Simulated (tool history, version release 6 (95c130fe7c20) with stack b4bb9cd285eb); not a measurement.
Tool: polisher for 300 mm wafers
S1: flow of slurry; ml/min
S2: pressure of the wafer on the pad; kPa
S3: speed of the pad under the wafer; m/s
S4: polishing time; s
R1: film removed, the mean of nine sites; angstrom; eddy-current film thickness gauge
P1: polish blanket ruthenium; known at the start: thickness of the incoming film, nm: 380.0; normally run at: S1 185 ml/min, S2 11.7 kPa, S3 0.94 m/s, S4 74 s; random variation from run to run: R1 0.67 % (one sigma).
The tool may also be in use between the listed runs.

{"run": 1, "hour": 5.2, "S1": 185, "S2": 11.7, "S3": 0.94, "S4": 74, "R1": 623.73}
{"run": 2, "hour": 12.7, "S1": 185, "S2": 5.5, "S3": 0.94, "S4": 74, "R1": 293.91}
{"run": 3, "hour": 18.7, "S1": 185, "S2": 11.7, "S3": 0.94, "S4": 74, "R1": 622.35}
{"run": 4, "hour": 24.1, "S1": 185, "S2": 18.6, "S3": 0.94, "S4": 74, "R1": 992.0}
{"run": 5, "hour": 27.8, "S1": 270, "S2": 11.7, "S3": 0.94, "S4": 74, "R1": 650.34}
{"run": 6, "hour": 31.8, "S1": 185, "S2": 15.9, "S3": 0.94, "S4": 92, "R1": 1046.2}
{"run": 7, "hour": 37.7, "S1": 185, "S2": 11.7, "S3": 0.94, "S4": 33, "R1": 274.49}
{"run": 8, "hour": 41.0, "S1": 185, "S2": 11.7, "S3": 0.44, "S4": 74, "R1": 290.28}
{"run": 9, "hour": 44.5, "S1": 185, "S2": 11.7, "S3": 0.6, "S4": 52, "R1": 277.62}
{"run": 10, "hour": 49.2, "S1": 110, "S2": 11.7, "S3": 0.94, "S4": 74, "R1": 561.59}
{"run": 11, "hour": 54.4, "S1": 185, "S2": 11.7, "S3": 0.94, "S4": 93, "R1": 783.03}
{"run": 12, "hour": 58.1, "S1": 185, "S2": 11.7, "S3": 0.94, "S4": 74, "R1": 617.47}
{"run": 13, "hour": 61.4, "S1": 185, "S2": 11.7, "S3": 0.62, "S4": 38, "R1": 208.17}
{"run": 14, "hour": 68.5, "S1": 185, "S2": 11.7, "S3": 0.94, "S4": 74, "R1": 608.44}
{"hour": 69.3, "done": "slurry nozzle cleaned"}
{"run": 15, "hour": 73.9, "S1": 185, "S2": 11.7, "S3": 0.94, "S4": 74, "R1": 621.73}
{"run": 16, "hour": 80.1, "S1": 185, "S2": 11.7, "S3": 0.94, "S4": 74, "R1": 620.72}
{"run": 17, "hour": 86.0, "S1": 185, "S2": 11.7, "S3": 1.3, "S4": 74, "R1": 855.56}
{"run": 18, "hour": 89.3, "S1": 185, "S2": 11.7, "S3": 0.94, "S4": 74, "R1": 617.48}
{"run": 19, "hour": 95.7, "S1": 185, "S2": 11.7, "S3": 0.94, "S4": 74, "R1": 596.45}

Forecast run 20:
{"run": 20, "hour": 99.2, "S1": 185, "S2": 11.7, "S3": 0.94, "S4": 74, "R1": "?"}

{"run 20": {"R1": 588.49}}
